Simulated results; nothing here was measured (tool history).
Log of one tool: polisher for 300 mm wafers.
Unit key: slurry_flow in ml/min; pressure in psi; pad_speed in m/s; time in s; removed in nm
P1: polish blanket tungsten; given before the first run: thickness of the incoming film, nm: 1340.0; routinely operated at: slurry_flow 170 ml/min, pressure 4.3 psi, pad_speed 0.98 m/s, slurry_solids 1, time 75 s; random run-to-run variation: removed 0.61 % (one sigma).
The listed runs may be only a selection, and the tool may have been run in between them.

run	hour	slurry_flow	pressure	pad_speed	slurry_solids	time	wafers polished on this pad	hours since the slurry nozzle was cleaned	hours since the head pressure was calibrated	hours since the slurry blender was calibrated	hours since the slurry got fresh peroxide	removed
1	15.6	170	4.3	0.98	1	75	761	546	158.1	76.1	46.3	397.6
2	28.3	260	4.3	1.24	1	75	889	558.7	170.8	88.8	59	537.22
3	39.4	170	4.3	0.98	0.5	75	1000	569.8	181.9	99.9	70.1	337.93
4	57.7	170	4.3	0.98	0.6	51	1185	588.1	200.2	118.2	88.4	240.12
5	70.1	170	4.3	0.98	1.5	75	1309	600.5	212.6	130.6	100.8	430.88
6	80.1	170	4.3	0.98	1	114	1410	610.5	222.6	140.6	110.8	606.4
7	89.3	170	3.1	0.98	1	75	1503	619.7	231.8	149.8	120	286.64
8	100.1	170	4.3	0.5	1	75	1611	630.5	242.6	160.6	130.8	202.39
9	116	170	4.3	0.98	1	75	1771	646.4	258.5	176.5	146.7	394.8
10	125.1	230	4.3	0.98	1	75	1863	655.5	267.6	185.6	155.8	412.16
11	134.4	170	4.3	1.46	1	75	1957	664.8	276.9	194.9	165.1	592.71
12	145.8	170	4.3	0.98	1	75	2071	676.2	288.3	206.3	176.5	397.73
13	163.9	100	4.3	0.98	1	75	2254	694.3	306.4	224.4	194.6	352.73
14	177.5	170	4.3	0.98	1	54	2391	707.9	320	238	208.2	287.74
15	196	170	6.8	0.98	1	75	2577	726.4	338.5	256.5	226.7	625.04
16	205.1	170	4.3	0.98	1	75	2668	735.5	347.6	265.6	235.8	395.4
17	219.5	170	4.3	0.98	1	75	2813	749.9	362	280	250.2	398.85
18	234.7	170	4.3	1.3	1	95	2966	765.1	377.2	295.2	265.4	668.96
19	243.7	170	4.3	0.98	1	75	3057	774.1	386.2	304.2	274.4	393.77
20	262.7	170	4.3	0.98	1	75	3248	793.1	405.2	323.2	293.4	386.67
21	280.5	170	4.3	0.98	1	75	3427	810.9	423	341	311.2	375.1
22	296	170	4.3	0.98	1	75	3583	826.4	438.5	356.5	326.7	369.21
23	313.9	170	4.3	0.98	1	75	3764	844.3	456.4	374.4	344.6	373.12
24	325.8	170	4.3	0.98	1	75	3883	856.2	468.3	386.3	356.5	367.04
# hour 328.2: slurry blender recalibrated
# hour 330.7: slurry tank refilled with fresh slurry and peroxide
25	338.6	170	4.3	0.98	1	75	4012	869	481.1	10.4	7.9	361.25
# hour 341.4: worn pad replaced by a new one
26	355.7	170	4.3	0.98	1	75	144	886.1	498.2	27.5	25	361.8
27	372.2	170	4.3	0.98	1	75	310	902.6	514.7	44	41.5	363.71
28	380.8	170	4.3	0.98	1	75	397	911.2	523.3	52.6	50.1	365.76

What P1 gives has crept away from where it was. These 2 causes fit the log equally well, each at the size given:
A: slurry flow missing at the pad, % = 37.8
B: head's pressure below its setpoint, % = 8.81
The gradual shift began around hour 243.7.
Each remaining cause and why it is not a fit:
removal rate lost through wear of the pad, %: serviced at hour 341.4, which brought nothing back
abrasive missing from the slurry, %: serviced at hour 328.2, which brought nothing back
peroxide lost from the slurry, %: serviced at hour 330.7, which brought nothing back

Question marks stand in for the results of the 4 check runs listed below, each run on one wafer. Under which run would the listed causes show clearly different results?
check 1	389.4	170	4.3	0.98	0.75	75						?
check 2	389.4	100	4.3	0.98	1	75						?
check 3	389.4	170	4.3	0.98	1.4	75						?
check 4	389.4	170	4.3	1.46	1	75						?

Expected result of each check under each candidate cause:
check	result	if A	if B
check 1	removed	338.9	338.96
check 2	removed	308.49	325.99
check 3	removed	392.94	393
check 4	removed	539.93	540.01
Distance between the nearest two causes, measured in the result of the check that separates them most: check 1 0.02 %; check 2 5.52 %; check 3 0.02 %; check 4 0.02 %
Of the check runs offered, only check 2 discriminates between the causes; the rest would read about the same regardless of which cause applies.

The results of check 2 are: removed 307.31 nm. Based on these, which of the listed causes is it?

The correct cause is A, namely: slurry flow missing at the pad, %.

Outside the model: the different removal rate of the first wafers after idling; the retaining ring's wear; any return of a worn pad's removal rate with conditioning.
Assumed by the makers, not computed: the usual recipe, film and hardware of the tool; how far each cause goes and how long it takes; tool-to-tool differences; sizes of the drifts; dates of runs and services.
